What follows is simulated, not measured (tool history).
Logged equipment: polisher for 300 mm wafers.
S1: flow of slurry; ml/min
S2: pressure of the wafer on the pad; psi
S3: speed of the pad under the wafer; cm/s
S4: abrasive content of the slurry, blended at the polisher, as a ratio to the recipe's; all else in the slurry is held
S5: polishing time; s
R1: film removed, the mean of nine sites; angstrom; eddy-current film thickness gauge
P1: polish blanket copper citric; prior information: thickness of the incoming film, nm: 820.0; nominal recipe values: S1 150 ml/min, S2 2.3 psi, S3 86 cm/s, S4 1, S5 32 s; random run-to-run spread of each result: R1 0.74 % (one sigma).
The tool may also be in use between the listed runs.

run	hour	S1	S2	S3	S4	S5	R1
1	12	150	2.3	86	1	32	439.89
2	24.3	230	2.3	86	1.3	32	501.54
3	38.5	150	2.3	86	1	32	443.7
4	52.7	215	2.3	86	1	32	469.76
5	63.7	150	2.3	86	1	32	446.31
6	78.7	150	2.3	86	1	32	448.41
7	93.4	150	2.3	86	0.65	32	405.41
8	105.2	150	2.3	126	1	47	942.66
9	115.2	150	2.9	86	1	32	558.93
10	127	150	2.3	86	1	20	281.45
11	138	150	2.3	86	1	32	436.05
12	148.5	150	2.3	114	1	32	583.96
13	161.1	190	1.8	86	1	32	365.3
14	169	150	2.3	86	1.4	32	482.31
# hour 171: head pressure recalibrated
15	178	90	2.3	86	1	32	403.07
16	189.5	150	2.3	48	1	32	256.77
17	201.4	150	1.1	86	1	32	222.49
18	210.4	150	2.3	86	1	43	596.57
19	224.5	150	2.3	86	1	32	444.34
20	235.6	150	2.3	86	1	32	425.44
21	250.6	150	2.3	86	1	32	413.93
22	262.9	150	2.3	86	1	32	406.27
# hour 263.6: head pressure recalibrated
# hour 265.6: slurry blender recalibrated
23	270	150	2.3	86	1	32	407.92
24	281.1	150	2.3	86	1	32	403.96
25	294.1	150	2.3	86	1	32	394.32
26	308.9	150	2.3	86	1	32	397.06

P1 no longer gives what it gave before; its output has crept away from where it was. The following 2 causes, each at its listed size, fit the log equally well:
A: slurry flow missing at the pad, % = 39.1
B: removal rate lost through wear of the pad, % = 10.4
The drift started at roughly hour 224.5.
Other possible causes, and why each is ruled out:
head's pressure below its setpoint, %: work on it at hour 263.6, done after the drift set in, did not restore what the process gave before
abrasive missing from the slurry, %: work on it at hour 265.6, done after the drift set in, did not restore what the process gave before

Of the 4 check runs below, each run on 2 wafers with the results averaged and each result still a question mark, which one would tell the listed causes apart?
check 1	323.7	150	2.3	68	1	32	?
check 2	323.7	150	1.6	86	1	32	?
check 3	323.7	105	2.3	86	1	32	?
check 4	323.7	150	2.3	86	0.65	41	?

If the cause were each of the candidates in turn, the checks would give the following:
check	result	if A	if B
check 1	R1	318.61	318.39
check 2	R1	282.04	281.84
check 3	R1	356.33	370.61
check 4	R1	467.42	467.1
Per-check spread between the two closest causes, in the result where they differ most: check 1 0.07 %; check 2 0.07 %; check 3 3.93 %; check 4 0.07 %
Check 3 distinguishes between the causes, while the remaining checks would return nearly the same result for all of them.

Running check 3 produced the following: R1 354.87 angstrom. Which one of the listed causes fits?

The cause is A: slurry flow missing at the pad, %.

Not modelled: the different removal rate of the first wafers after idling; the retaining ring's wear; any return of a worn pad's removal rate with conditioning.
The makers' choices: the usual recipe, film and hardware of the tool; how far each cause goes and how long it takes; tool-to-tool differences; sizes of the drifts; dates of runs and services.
